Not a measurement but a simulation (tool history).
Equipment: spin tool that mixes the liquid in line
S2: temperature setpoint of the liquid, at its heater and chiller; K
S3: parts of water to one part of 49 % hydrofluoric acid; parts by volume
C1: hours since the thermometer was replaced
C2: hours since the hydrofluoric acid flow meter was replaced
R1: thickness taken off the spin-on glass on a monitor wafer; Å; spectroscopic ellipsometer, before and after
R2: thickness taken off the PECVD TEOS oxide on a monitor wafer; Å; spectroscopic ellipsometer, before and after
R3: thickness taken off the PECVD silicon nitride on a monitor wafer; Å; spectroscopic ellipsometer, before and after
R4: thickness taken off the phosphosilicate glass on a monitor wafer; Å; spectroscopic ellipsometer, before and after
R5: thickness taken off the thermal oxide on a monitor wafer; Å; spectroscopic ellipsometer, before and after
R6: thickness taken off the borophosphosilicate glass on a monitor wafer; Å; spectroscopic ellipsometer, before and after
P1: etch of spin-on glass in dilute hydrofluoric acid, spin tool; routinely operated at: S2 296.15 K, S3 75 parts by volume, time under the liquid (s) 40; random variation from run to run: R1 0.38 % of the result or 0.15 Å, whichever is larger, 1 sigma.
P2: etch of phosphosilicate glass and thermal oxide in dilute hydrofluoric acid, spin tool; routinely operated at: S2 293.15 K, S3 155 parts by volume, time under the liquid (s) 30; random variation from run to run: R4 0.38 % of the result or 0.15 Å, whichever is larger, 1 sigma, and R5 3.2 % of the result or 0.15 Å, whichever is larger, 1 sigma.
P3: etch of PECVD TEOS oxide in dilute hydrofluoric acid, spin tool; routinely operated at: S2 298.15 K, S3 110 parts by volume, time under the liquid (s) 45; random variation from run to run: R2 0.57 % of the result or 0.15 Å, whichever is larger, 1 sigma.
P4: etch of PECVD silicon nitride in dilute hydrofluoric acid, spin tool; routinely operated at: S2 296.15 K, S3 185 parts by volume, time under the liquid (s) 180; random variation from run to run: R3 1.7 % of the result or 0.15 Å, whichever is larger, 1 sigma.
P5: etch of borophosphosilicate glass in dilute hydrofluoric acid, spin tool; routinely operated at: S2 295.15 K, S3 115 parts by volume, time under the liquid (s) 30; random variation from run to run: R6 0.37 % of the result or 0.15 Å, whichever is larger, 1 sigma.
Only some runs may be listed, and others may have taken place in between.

{"run": 1, "hour": 6.3, "process that ran": "P1", "S2": 296.15, "S3": 75, "time under the liquid (s)": 40, "C1": 117.9, "C2": 888.7, "R1": 185.41}
{"run": 2, "hour": 13.7, "process that ran": "P3", "S2": 298.15, "S3": 110, "time under the liquid (s)": 45, "C1": 125.3, "C2": 896.1, "R2": 69.009}
{"run": 3, "hour": 23.1, "process that ran": "P3", "S2": 298.15, "S3": 50, "time under the liquid (s)": 45, "C1": 134.7, "C2": 905.5, "R2": 164.52}
{"run": 4, "hour": 28.0, "process that ran": "P1", "S2": 296.15, "S3": 75, "time under the liquid (s)": 40, "C1": 139.6, "C2": 910.4, "R1": 185.99}
{"run": 5, "hour": 34.8, "process that ran": "P4", "S2": 296.15, "S3": 185, "time under the liquid (s)": 25, "C1": 146.4, "C2": 917.2, "R3": 2.2824}
{"run": 6, "hour": 44.7, "process that ran": "P2", "S2": 293.15, "S3": 155, "time under the liquid (s)": 30, "C1": 156.3, "C2": 927.1, "R4": 302.64, "R5": 7.2885}
{"run": 7, "hour": 51.8, "process that ran": "P1", "S2": 296.15, "S3": 75, "time under the liquid (s)": 75, "C1": 163.4, "C2": 934.2, "R1": 347.87}
{"run": 8, "hour": 57.2, "process that ran": "P2", "S2": 293.15, "S3": 155, "time under the liquid (s)": 55, "C1": 168.8, "C2": 939.6, "R4": 553.93, "R5": 13.367}
{"run": 9, "hour": 62.5, "process that ran": "P1", "S2": 296.15, "S3": 125, "time under the liquid (s)": 40, "C1": 174.1, "C2": 944.9, "R1": 104.91}
{"run": 10, "hour": 67.5, "process that ran": "P1", "S2": 296.15, "S3": 75, "time under the liquid (s)": 40, "C1": 179.1, "C2": 949.9, "R1": 184.84}
{"run": 11, "hour": 76.2, "process that ran": "P3", "S2": 298.15, "S3": 110, "time under the liquid (s)": 75, "C1": 187.8, "C2": 958.6, "R2": 116.37}
{"run": 12, "hour": 84.7, "process that ran": "P2", "S2": 293.15, "S3": 155, "time under the liquid (s)": 30, "C1": 196.3, "C2": 967.1, "R4": 305.38, "R5": 7.3059}
{"run": 13, "hour": 89.9, "process that ran": "P1", "S2": 290.65, "S3": 75, "time under the liquid (s)": 70, "C1": 201.5, "C2": 972.3, "R1": 258.72}
{"run": 14, "hour": 99.1, "process that ran": "P2", "S2": 293.15, "S3": 260, "time under the liquid (s)": 30, "C1": 210.7, "C2": 981.5, "R4": 163.58, "R5": 3.9091}
{"run": 15, "hour": 105.7, "process that ran": "P1", "S2": 290.15, "S3": 75, "time under the liquid (s)": 40, "C1": 217.3, "C2": 988.1, "R1": 144.73}
{"run": 16, "hour": 115.8, "process that ran": "P5", "S2": 295.15, "S3": 40, "time under the liquid (s)": 30, "C1": 227.4, "C2": 998.2, "R6": 562.35}
{"run": 17, "hour": 121.6, "process that ran": "P1", "S2": 296.15, "S3": 75, "time under the liquid (s)": 40, "C1": 233.2, "C2": 1004, "R1": 184.8}
{"run": 18, "hour": 128.1, "process that ran": "P1", "S2": 301.65, "S3": 75, "time under the liquid (s)": 40, "C1": 239.7, "C2": 1010.5, "R1": 230.51}
{"run": 19, "hour": 136.4, "process that ran": "P2", "S2": 290.15, "S3": 155, "time under the liquid (s)": 30, "C1": 248, "C2": 1018.8, "R4": 267.74, "R5": 6.6116}
{"run": 20, "hour": 141.1, "process that ran": "P1", "S2": 296.15, "S3": 75, "time under the liquid (s)": 15, "C1": 252.7, "C2": 1023.5, "R1": 69.51}
{"run": 21, "hour": 148.8, "process that ran": "P4", "S2": 296.15, "S3": 185, "time under the liquid (s)": 180, "C1": 260.4, "C2": 1031.2, "R3": 16.653}
{"run": 22, "hour": 154.2, "process that ran": "P4", "S2": 296.15, "S3": 185, "time under the liquid (s)": 180, "C1": 265.8, "C2": 1036.6, "R3": 16.83}
{"run": 23, "hour": 161.3, "process that ran": "P3", "S2": 293.15, "S3": 110, "time under the liquid (s)": 45, "C1": 272.9, "C2": 1043.7, "R2": 57.167}
{"run": 24, "hour": 171.0, "process that ran": "P5", "S2": 290.15, "S3": 115, "time under the liquid (s)": 30, "C1": 282.6, "C2": 1053.4, "R6": 145.94}
{"run": 25, "hour": 175.6, "process that ran": "P1", "S2": 296.15, "S3": 20, "time under the liquid (s)": 40, "C1": 287.2, "C2": 1058, "R1": 746.18}
{"run": 26, "hour": 180.8, "process that ran": "P5", "S2": 295.15, "S3": 115, "time under the liquid (s)": 30, "C1": 292.4, "C2": 1063.2, "R6": 179.11}
{"run": 27, "hour": 189.5, "process that ran": "P1", "S2": 296.15, "S3": 75, "time under the liquid (s)": 40, "C1": 301.1, "C2": 1071.9, "R1": 184.43}
{"run": 28, "hour": 197.5, "process that ran": "P4", "S2": 300.15, "S3": 185, "time under the liquid (s)": 180, "C1": 309.1, "C2": 1079.9, "R3": 21.697}
{"run": 29, "hour": 204.0, "process that ran": "P4", "S2": 296.15, "S3": 35, "time under the liquid (s)": 180, "C1": 315.6, "C2": 1086.4, "R3": 87.316}
{"run": 30, "hour": 209.5, "process that ran": "P5", "S2": 295.15, "S3": 115, "time under the liquid (s)": 60, "C1": 321.1, "C2": 1091.9, "R6": 358.21}
{"run": 31, "hour": 216.3, "process that ran": "P1", "S2": 296.15, "S3": 75, "time under the liquid (s)": 40, "C1": 327.9, "C2": 1098.7, "R1": 185.25}
{"run": 32, "hour": 221.2, "process that ran": "P1", "S2": 296.15, "S3": 75, "time under the liquid (s)": 40, "C1": 332.8, "C2": 1103.6, "R1": 182.15}
{"run": 33, "hour": 229.3, "process that ran": "P1", "S2": 296.15, "S3": 75, "time under the liquid (s)": 40, "C1": 340.9, "C2": 1111.7, "R1": 175.67}
{"run": 34, "hour": 238.0, "process that ran": "P1", "S2": 296.15, "S3": 75, "time under the liquid (s)": 40, "C1": 349.6, "C2": 1120.4, "R1": 173.01}
{"run": 35, "hour": 246.7, "process that ran": "P1", "S2": 296.15, "S3": 75, "time under the liquid (s)": 40, "C1": 358.3, "C2": 1129.1, "R1": 172.81}
{"run": 36, "hour": 254.2, "process that ran": "P1", "S2": 296.15, "S3": 75, "time under the liquid (s)": 40, "C1": 365.8, "C2": 1136.6, "R1": 170.52}
{"run": 37, "hour": 260.7, "process that ran": "P1", "S2": 296.15, "S3": 75, "time under the liquid (s)": 40, "C1": 372.3, "C2": 1143.1, "R1": 170.71}
{"run": 38, "hour": 269.6, "process that ran": "P1", "S2": 296.15, "S3": 75, "time under the liquid (s)": 40, "C1": 381.2, "C2": 1152, "R1": 169.06}
{"run": 39, "hour": 279.9, "process that ran": "P1", "S2": 296.15, "S3": 75, "time under the liquid (s)": 40, "C1": 391.5, "C2": 1162.3, "R1": 170.38}
{"run": 40, "hour": 287.0, "process that ran": "P1", "S2": 296.15, "S3": 75, "time under the liquid (s)": 40, "C1": 398.6, "C2": 1169.4, "R1": 168.87}

P1 no longer gives what it gave before; its output has crept away from where it was. The following 2 causes, each at its listed size, fit the log equally well:
A: hydrofluoric acid flow below the setpoint (%) = 7.85
B: liquid colder than its thermometer reads (K) = 2.19
The drift started at roughly hour 216.3.

The 4 check runs listed below each average the results of 3 wafers, and their outcomes are marked with question marks. Under which run would the listed causes produce clearly different results?
{"run": "check 1", "hour": 294.1, "process that ran": "P2", "S2": 290.15, "S3": 155, "time under the liquid (s)": 30, "R4": "?", "R5": "?"}
{"run": "check 2", "hour": 294.1, "process that ran": "P5", "S2": 295.15, "S3": 65, "time under the liquid (s)": 45, "R6": "?"}
{"run": "check 3", "hour": 294.1, "process that ran": "P3", "S2": 298.15, "S3": 60, "time under the liquid (s)": 45, "R2": "?"}
{"run": "check 4", "hour": 294.1, "process that ran": "P4", "S2": 296.15, "S3": 60, "time under the liquid (s)": 180, "R3": "?"}

How each check would come out, cause by cause:
check=check_1 result=R4 if_A=244.94 if_B=245.88
check=check_1 result=R5 if_A=5.8283 if_B=5.8507
check=check_2 result=R6 if_A=461.59 if_B=460.31
check=check_3 result=R2 if_A=124.17 if_B=124.06
check=check_4 result=R3 if_A=46.452 if_B=43.345
Per check, the gap between the least separated pair of causes, taken in the result that splits them most: check 1 0.38 %; check 2 0.28 %; check 3 0.09 %; check 4 6.92 %
Check 4 tells the causes apart: in the others they would give nearly the same result.

Check 4 has now been run. It gave: R3 46.333 Å. Which of the candidate causes is it?

It is A: hydrofluoric acid flow below the setpoint (%).
